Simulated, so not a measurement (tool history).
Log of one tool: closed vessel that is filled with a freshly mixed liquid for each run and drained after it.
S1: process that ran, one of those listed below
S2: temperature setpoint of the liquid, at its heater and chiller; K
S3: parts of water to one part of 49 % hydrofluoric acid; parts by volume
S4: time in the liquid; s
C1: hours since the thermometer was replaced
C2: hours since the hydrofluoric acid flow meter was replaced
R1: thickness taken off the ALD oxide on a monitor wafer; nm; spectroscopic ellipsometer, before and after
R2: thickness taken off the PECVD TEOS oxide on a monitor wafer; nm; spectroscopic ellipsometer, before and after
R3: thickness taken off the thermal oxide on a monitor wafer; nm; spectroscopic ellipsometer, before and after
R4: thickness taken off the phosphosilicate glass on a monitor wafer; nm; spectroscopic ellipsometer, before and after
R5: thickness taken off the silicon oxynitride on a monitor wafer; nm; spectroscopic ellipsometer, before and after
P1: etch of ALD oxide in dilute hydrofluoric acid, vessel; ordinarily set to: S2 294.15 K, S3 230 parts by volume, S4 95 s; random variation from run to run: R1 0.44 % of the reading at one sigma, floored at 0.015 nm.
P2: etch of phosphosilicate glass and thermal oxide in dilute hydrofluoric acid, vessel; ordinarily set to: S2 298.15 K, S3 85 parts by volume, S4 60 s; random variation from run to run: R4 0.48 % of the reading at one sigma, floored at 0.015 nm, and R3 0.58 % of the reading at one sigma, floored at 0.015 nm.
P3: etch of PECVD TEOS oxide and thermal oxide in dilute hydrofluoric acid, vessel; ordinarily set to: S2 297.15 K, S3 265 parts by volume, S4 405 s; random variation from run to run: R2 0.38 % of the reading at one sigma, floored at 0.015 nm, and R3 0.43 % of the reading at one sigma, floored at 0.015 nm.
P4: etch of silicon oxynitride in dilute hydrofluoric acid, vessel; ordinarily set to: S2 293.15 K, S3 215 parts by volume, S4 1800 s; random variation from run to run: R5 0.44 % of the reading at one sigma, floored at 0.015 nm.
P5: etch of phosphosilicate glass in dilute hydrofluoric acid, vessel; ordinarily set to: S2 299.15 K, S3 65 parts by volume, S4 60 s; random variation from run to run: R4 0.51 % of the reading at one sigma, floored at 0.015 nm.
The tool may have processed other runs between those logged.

| run | day | S1 | S2 | S3 | S4 | C1 | C2 | R1 | R2 | R3 | R4 | R5 |
|---|---|---|---|---|---|---|---|---|---|---|---|---|
| 1 | 0.196 | P1 | 294.15 | 230 | 95 | 1375.4 | 738.5 | 10.0710 |  |  |  |  |
| 2 | 0.392 | P3 | 297.15 | 265 | 405 | 1380.1 | 743.2 |  | 25.212 | 6.0550 |  |  |
| 3 | 0.525 | P5 | 304.65 | 65 | 60 | 1383.3 | 746.4 |  |  |  | 78.661 |  |
| 4 | 0.708 | P5 | 299.15 | 95 | 60 | 1387.7 | 750.8 |  |  |  | 41.180 |  |
| 5 | 0.879 | P3 | 297.15 | 265 | 810 | 1391.8 | 754.9 |  | 50.651 | 12.1570 |  |  |
| 6 | 0.992 | P1 | 294.15 | 230 | 95 | 1394.5 | 757.6 | 10.0710 |  |  |  |  |
| 7 | 1.096 | P2 | 298.15 | 20 | 60 | 1397.0 | 760.1 |  |  | 16.4230 | 620.230 |  |
| 8 | 1.192 | P1 | 297.65 | 230 | 135 | 1399.3 | 762.4 | 16.2990 |  |  |  |  |
| 9 | 1.296 | P4 | 293.15 | 215 | 1800 | 1401.8 | 764.9 |  |  |  |  | 9.4761 |
| 10 | 1.383 | P4 | 293.15 | 215 | 710 | 1403.9 | 767.0 |  |  |  |  | 3.7107 |
| 11 | 1.492 | P4 | 293.15 | 215 | 1800 | 1406.5 | 769.6 |  |  |  |  | 9.3484 |
| 12 | 1.583 | P1 | 298.65 | 230 | 95 | 1408.7 | 771.8 | 11.8360 |  |  |  |  |
| 13 | 1.733 | P1 | 294.15 | 230 | 95 | 1412.3 | 775.4 | 9.9845 |  |  |  |  |
| 14 | 1.854 | P2 | 303.15 | 85 | 60 | 1415.2 | 778.3 |  |  | 4.2560 | 162.620 |  |
| 15 | 1.962 | P4 | 293.15 | 50 | 1800 | 1417.8 | 780.9 |  |  |  |  | 45.6850 |
| 16 | 2.138 | P1 | 294.15 | 230 | 135 | 1422.0 | 785.1 | 14.2330 |  |  |  |  |
| 17 | 2.312 | P1 | 294.15 | 230 | 95 | 1426.2 | 789.3 | 10.1080 |  |  |  |  |
| 18 | 2.438 | P1 | 294.15 | 230 | 95 | 1429.2 | 792.3 | 10.0310 |  |  |  |  |
| 19 | 2.554 | P1 | 294.15 | 230 | 95 | 1432.0 | 795.1 | 10.1030 |  |  |  |  |
| 20 | 2.729 | P3 | 290.15 | 265 | 405 | 1436.2 | 799.3 |  | 19.492 | 4.6970 |  |  |
|  | 2.775 | thermometer replaced |
| 21 | 2.854 | P3 | 297.15 | 265 | 405 | 1.9 | 802.3 |  | 25.408 | 6.0613 |  |  |
| 22 | 2.979 | P1 | 294.15 | 420 | 95 | 4.9 | 805.3 | 4.6366 |  |  |  |  |
| 23 | 3.179 | P2 | 298.15 | 85 | 60 | 9.7 | 810.1 |  |  | 3.5348 | 133.640 |  |
| 24 | 3.383 | P1 | 301.15 | 130 | 95 | 14.6 | 815.0 | 25.7450 |  |  |  |  |
| 25 | 3.542 | P1 | 294.15 | 230 | 95 | 18.4 | 818.8 | 10.0480 |  |  |  |  |
| 26 | 3.725 | P5 | 299.15 | 65 | 30 | 22.8 | 823.2 |  |  |  | 31.706 |  |
| 27 | 3.854 | P5 | 299.15 | 65 | 60 | 25.9 | 826.3 |  |  |  | 62.601 |  |
| 28 | 4.050 | P2 | 298.15 | 85 | 110 | 30.6 | 831.0 |  |  | 6.4683 | 244.640 |  |
| 29 | 4.162 | P3 | 297.15 | 130 | 405 | 33.3 | 833.7 |  | 59.985 | 14.5250 |  |  |
| 30 | 4.275 | P4 | 290.15 | 215 | 1800 | 36.0 | 836.4 |  |  |  |  | 8.2327 |
| 31 | 4.367 | P1 | 290.15 | 230 | 95 | 38.2 | 838.6 | 8.5920 |  |  |  |  |

Forecast run 32:
| 32 | 4.492 | P1 | 294.15 | 145 | 95 | 41.2 | 841.6 | ? |  |  |  |  |

R1: 17.4620 nm

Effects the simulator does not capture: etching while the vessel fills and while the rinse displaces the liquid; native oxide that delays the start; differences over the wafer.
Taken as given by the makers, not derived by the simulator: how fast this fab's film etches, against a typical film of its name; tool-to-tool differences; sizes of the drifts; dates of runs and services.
